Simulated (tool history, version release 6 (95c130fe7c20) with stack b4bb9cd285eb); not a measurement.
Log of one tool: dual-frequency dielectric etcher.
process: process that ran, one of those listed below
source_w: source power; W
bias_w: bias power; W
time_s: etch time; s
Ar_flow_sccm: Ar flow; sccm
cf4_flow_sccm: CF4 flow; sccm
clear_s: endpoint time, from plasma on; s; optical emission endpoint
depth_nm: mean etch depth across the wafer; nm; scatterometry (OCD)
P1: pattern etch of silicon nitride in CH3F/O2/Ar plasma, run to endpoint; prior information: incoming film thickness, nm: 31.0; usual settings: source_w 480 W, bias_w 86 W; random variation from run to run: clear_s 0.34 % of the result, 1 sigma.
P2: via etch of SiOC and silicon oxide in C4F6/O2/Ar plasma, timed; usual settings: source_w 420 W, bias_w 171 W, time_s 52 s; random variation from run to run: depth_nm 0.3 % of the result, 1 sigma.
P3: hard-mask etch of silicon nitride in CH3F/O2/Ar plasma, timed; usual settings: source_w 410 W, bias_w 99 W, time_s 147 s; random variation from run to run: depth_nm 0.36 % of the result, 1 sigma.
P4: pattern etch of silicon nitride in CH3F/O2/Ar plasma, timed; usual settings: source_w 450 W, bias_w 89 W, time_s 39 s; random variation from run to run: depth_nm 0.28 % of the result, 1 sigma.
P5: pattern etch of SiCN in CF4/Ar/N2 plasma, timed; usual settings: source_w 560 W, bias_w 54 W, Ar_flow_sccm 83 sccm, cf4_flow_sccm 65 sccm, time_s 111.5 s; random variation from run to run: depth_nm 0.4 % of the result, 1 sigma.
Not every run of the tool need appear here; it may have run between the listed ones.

run,hour,process,source_w,bias_w,time_s,Ar_flow_sccm,cf4_flow_sccm,hours since the last wet clean,hours since the last source power generator calibration,hours since the last bias power generator calibration,clear_s,depth_nm
1,16.2,P1,480,86,,,,181.9,633.9,1881,39.63,
2,25.5,P3,570,99,147,,,191.2,643.2,1890.3,,137.53
3,41.1,P3,410,66,147,,,206.8,658.8,1905.9,,105.42
4,55.1,P2,420,171,52,,,220.8,672.8,1919.9,,57.912
# hour 58.7: wet clean of the chamber
5,68.3,P1,480,86,,,,9.7,686,1933.1,39.303,
6,83.5,P4,450,120,39,,,24.9,701.2,1948.3,,34.224
7,98.7,P1,680,86,,,,40.1,716.4,1963.5,34.213,
8,110.5,P2,420,122,52,,,51.9,728.2,1975.3,,52.335
9,125.5,P5,560,54,111.5,83,83,66.9,743.2,1990.3,,106.77
10,142,P1,480,61,,,,83.4,759.7,2006.8,44.155,
11,156.9,P1,480,106,,,,98.3,774.6,2021.7,36.566,
12,169.7,P3,410,99,185.5,,,111.1,787.4,2034.5,,153.83
13,179,P1,480,86,,,,120.4,796.7,2043.8,39.504,
14,191.9,P3,410,99,147,,,133.3,809.6,2056.7,,122.2
15,200.4,P5,560,54,81,83,65,141.8,818.1,2065.2,,74.791
16,210.7,P5,560,54,111.5,83,65,152.1,828.4,2075.5,,103.23
17,227.8,P1,600,114,,,,169.2,845.5,2092.6,32.626,
18,237.4,P5,560,54,111.5,59,65,178.8,855.1,2102.2,,107.95
19,253.5,P2,420,171,36.5,,,194.9,871.2,2118.3,,40.784
20,264.5,P5,560,41,111.5,83,65,205.9,882.2,2129.3,,94.799
21,275.3,P4,450,89,39,,,216.7,893,2140.1,,30.611
22,284.8,P4,450,89,54,,,226.2,902.5,2149.6,,42.504
23,298.1,P1,480,86,,,,239.5,915.8,2162.9,39.452,
24,309.1,P1,380,101,,,,250.5,926.8,2173.9,40.423,
25,317,P5,340,54,111.5,83,65,258.4,934.7,2181.8,,66.046
26,326.3,P4,450,89,39,,,267.7,944,2191.1,,30.747
27,339.1,P1,330,59,,,,280.5,956.8,2203.9,51.448,
28,348.3,P2,590,171,52,,,289.7,966,2213.1,,66.005
29,364.2,P3,410,99,147,,,305.6,981.9,2229,,122.43
30,375,P1,310,86,,,,316.4,992.7,2239.8,46.468,

Expected results for the next run?
31,384.4,P4,560,89,39,,,325.8,1002.1,2249.2,,?

depth_nm: 33.486 nm
